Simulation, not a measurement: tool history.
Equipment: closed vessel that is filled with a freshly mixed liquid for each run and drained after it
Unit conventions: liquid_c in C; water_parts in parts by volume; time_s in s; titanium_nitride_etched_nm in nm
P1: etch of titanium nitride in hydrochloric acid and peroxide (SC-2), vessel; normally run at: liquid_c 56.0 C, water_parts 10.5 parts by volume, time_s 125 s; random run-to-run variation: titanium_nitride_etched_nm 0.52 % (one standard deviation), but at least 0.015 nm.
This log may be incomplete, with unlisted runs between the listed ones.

run,hour,liquid_c,water_parts,time_s,titanium_nitride_etched_nm
1,10.2,56.0,10.5,125,6.8040
2,17.5,56.0,4.0,125,14.1720
3,27.3,56.0,10.5,125,6.7893
4,33.8,72.0,10.5,125,17.9750
5,42.7,56.0,10.5,125,6.7392
6,53.3,56.0,10.5,125,6.7588
7,63.7,41.5,16.5,125,1.7389
8,70.4,56.0,10.5,125,6.7691
9,78.3,56.0,10.5,70,3.7733
10,88.2,56.0,19.0,125,4.0235
# hour 92.3: chemicals flow meter replaced
11,98.7,56.0,10.5,125,6.7351
12,105.8,39.5,10.5,125,2.2414
13,115.1,68.0,10.5,30,3.4568
14,122.7,64.5,10.5,235,21.6510
15,133.6,56.0,10.5,250,13.4810

Run 16 comes next. What will it give?
16,144.4,56.0,10.5,125,?

{"run 16": {"titanium_nitride_etched_nm": 6.7343}}
